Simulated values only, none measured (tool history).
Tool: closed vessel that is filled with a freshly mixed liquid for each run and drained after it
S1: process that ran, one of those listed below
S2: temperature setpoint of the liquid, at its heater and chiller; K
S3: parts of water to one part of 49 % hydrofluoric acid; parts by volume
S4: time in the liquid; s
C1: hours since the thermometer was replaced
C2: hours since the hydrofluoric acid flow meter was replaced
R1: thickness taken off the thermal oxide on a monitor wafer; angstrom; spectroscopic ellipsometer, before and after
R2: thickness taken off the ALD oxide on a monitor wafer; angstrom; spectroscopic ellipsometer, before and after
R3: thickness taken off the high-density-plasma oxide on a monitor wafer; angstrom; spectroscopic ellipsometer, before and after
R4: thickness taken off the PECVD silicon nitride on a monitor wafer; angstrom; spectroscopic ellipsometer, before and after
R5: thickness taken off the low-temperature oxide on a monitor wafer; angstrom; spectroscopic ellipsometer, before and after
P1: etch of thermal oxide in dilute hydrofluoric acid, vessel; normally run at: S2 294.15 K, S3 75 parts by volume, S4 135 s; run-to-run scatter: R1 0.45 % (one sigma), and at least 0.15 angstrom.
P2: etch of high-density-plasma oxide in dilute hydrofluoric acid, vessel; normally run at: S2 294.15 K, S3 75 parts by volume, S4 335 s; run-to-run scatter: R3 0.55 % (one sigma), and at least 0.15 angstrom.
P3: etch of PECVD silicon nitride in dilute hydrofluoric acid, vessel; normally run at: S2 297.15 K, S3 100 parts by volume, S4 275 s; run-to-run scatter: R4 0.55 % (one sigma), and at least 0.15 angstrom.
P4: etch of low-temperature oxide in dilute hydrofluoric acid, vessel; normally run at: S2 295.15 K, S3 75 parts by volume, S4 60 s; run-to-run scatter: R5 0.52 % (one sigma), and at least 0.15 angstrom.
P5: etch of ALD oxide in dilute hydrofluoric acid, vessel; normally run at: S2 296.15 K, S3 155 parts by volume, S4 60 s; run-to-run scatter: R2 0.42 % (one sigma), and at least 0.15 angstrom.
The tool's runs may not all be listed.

| run | hour | S1 | S2 | S3 | S4 | C1 | C2 | R1 | R2 | R3 | R4 | R5 |
|---|---|---|---|---|---|---|---|---|---|---|---|---|
| 1 | 3.3 | P1 | 294.15 | 75 | 135 | 1118.7 | 379 | 74.148 |  |  |  |  |
| 2 | 8.6 | P1 | 299.65 | 75 | 135 | 1124 | 384.3 | 91.981 |  |  |  |  |
| 3 | 14.8 | P1 | 294.15 | 75 | 215 | 1130.2 | 390.5 | 117.62 |  |  |  |  |
| 4 | 18.2 | P5 | 292.65 | 155 | 60 | 1133.6 | 393.9 |  | 101.21 |  |  |  |
| 5 | 24.6 | P5 | 296.15 | 155 | 60 | 1140 | 400.3 |  | 115.94 |  |  |  |
| 6 | 31.1 | P2 | 294.15 | 25 | 335 | 1146.5 | 406.8 |  |  | 845.34 |  |  |
| 7 | 34.8 | P5 | 296.15 | 35 | 60 | 1150.2 | 410.5 |  | 599.24 |  |  |  |
| 8 | 39.5 | P2 | 299.15 | 75 | 335 | 1154.9 | 415.2 |  |  | 322.53 |  |  |
| 9 | 43.8 | P3 | 297.15 | 100 | 275 | 1159.2 | 419.5 |  |  |  | 112.21 |  |
| 10 | 48.9 | P4 | 291.15 | 75 | 60 | 1164.3 | 424.6 |  |  |  |  | 77.832 |
| 11 | 52 | P5 | 296.15 | 155 | 60 | 1167.4 | 427.7 |  | 115.84 |  |  |  |
| 12 | 56 | P1 | 294.15 | 75 | 135 | 1171.4 | 431.7 | 73.969 |  |  |  |  |
| 13 | 62.1 | P3 | 297.15 | 100 | 415 | 1177.5 | 437.8 |  |  |  | 167.96 |  |
| 14 | 66.7 | P1 | 294.15 | 75 | 135 | 1182.1 | 442.4 | 73.538 |  |  |  |  |
| 15 | 73.1 | P3 | 290.15 | 100 | 275 | 1188.5 | 448.8 |  |  |  | 69.652 |  |
| 16 | 77.5 | P1 | 294.15 | 75 | 135 | 1192.9 | 453.2 | 74.053 |  |  |  |  |
| 17 | 83.7 | P1 | 294.15 | 75 | 135 | 1199.1 | 459.4 | 73.415 |  |  |  |  |
| 18 | 89.4 | P2 | 294.15 | 75 | 50 | 1204.8 | 465.1 |  |  | 39.244 |  |  |
| 19 | 95.5 | P1 | 294.15 | 115 | 215 | 1210.9 | 471.2 | 73.818 |  |  |  |  |
| 20 | 99.2 | P2 | 294.15 | 75 | 335 | 1214.6 | 474.9 |  |  | 262.75 |  |  |
| 21 | 102.7 | P1 | 294.15 | 105 | 135 | 1218.1 | 478.4 | 50.472 |  |  |  |  |
| 22 | 109.1 | P4 | 295.15 | 75 | 30 | 1224.5 | 484.8 |  |  |  |  | 45.25 |
| 23 | 115.2 | P1 | 294.15 | 75 | 135 | 1230.6 | 490.9 | 73.351 |  |  |  |  |
| 24 | 121.6 | P3 | 297.15 | 45 | 275 | 1237 | 497.3 |  |  |  | 245.4 |  |
| 25 | 124.7 | P4 | 295.15 | 75 | 60 | 1240.1 | 500.4 |  |  |  |  | 90.756 |
| 26 | 129.7 | P5 | 296.15 | 155 | 30 | 1245.1 | 505.4 |  | 58.511 |  |  |  |
| 27 | 136.4 | P1 | 294.15 | 20 | 135 | 1251.8 | 512.1 | 294.23 |  |  |  |  |
| 28 | 142.5 | P4 | 295.15 | 135 | 60 | 1257.9 | 518.2 |  |  |  |  | 46.623 |
| 29 | 145.8 | P1 | 290.15 | 75 | 135 | 1261.2 | 521.5 | 62.308 |  |  |  |  |
| 30 | 151.7 | P1 | 294.15 | 75 | 30 | 1267.1 | 527.4 | 16.408 |  |  |  |  |
| 31 | 158.6 | P1 | 294.15 | 75 | 135 | 1274 | 534.3 | 72.72 |  |  |  |  |
| 32 | 162.2 | P1 | 294.15 | 75 | 135 | 1277.6 | 537.9 | 72.093 |  |  |  |  |
| 33 | 167.6 | P1 | 294.15 | 75 | 135 | 1283 | 543.3 | 70.701 |  |  |  |  |
| 34 | 171.3 | P1 | 294.15 | 75 | 135 | 1286.7 | 547 | 69.965 |  |  |  |  |
| 35 | 175.2 | P1 | 294.15 | 75 | 135 | 1290.6 | 550.9 | 69.726 |  |  |  |  |
| 36 | 180.2 | P1 | 294.15 | 75 | 135 | 1295.6 | 555.9 | 69.28 |  |  |  |  |
| 37 | 184.2 | P1 | 294.15 | 75 | 135 | 1299.6 | 559.9 | 68.829 |  |  |  |  |
| 38 | 187.6 | P1 | 294.15 | 75 | 135 | 1303 | 563.3 | 68.499 |  |  |  |  |
| 39 | 192.3 | P1 | 294.15 | 75 | 135 | 1307.7 | 568 | 68.986 |  |  |  |  |
| 40 | 198.5 | P1 | 294.15 | 75 | 135 | 1313.9 | 574.2 | 69.643 |  |  |  |  |

What P1 gives has crept away from where it was. These 2 causes fit the log equally well, each at the size given:
A: hydrofluoric acid flow below the setpoint (%) = 5.8
B: liquid colder than its thermometer reads (K) = 1.57
The creep began at about hour 158.6.

4 check runs are offered, one wafer each, their results left as question marks. Which one tells the causes apart?
| check 1 | 204.7 | P4 | 295.15 | 75 | 60 |  |  |  |  |  |  | ? |
| check 2 | 204.7 | P2 | 294.15 | 75 | 335 |  |  |  |  | ? |  |  |
| check 3 | 204.7 | P5 | 296.15 | 155 | 60 |  |  |  | ? |  |  |  |
| check 4 | 204.7 | P3 | 297.15 | 100 | 275 |  |  |  |  |  | ? |  |

What each check would give under each cause:
| check | result | if A | if B |
|---|---|---|---|
| check 1 | R5 | 85.086 | 85.128 |
| check 2 | R3 | 247.55 | 247.5 |
| check 3 | R2 | 108.89 | 109.91 |
| check 4 | R4 | 105.35 | 100.71 |
How far apart the two closest causes lie, in the result that separates them most: check 1 0.05 %; check 2 0.02 %; check 3 0.93 %; check 4 4.51 %
Check 4 tells the causes apart: in the others they would give nearly the same result.

Then check 4 was run and gave: R4 104.49 angstrom. Which cause is it?

It is A: hydrofluoric acid flow below the setpoint (%).
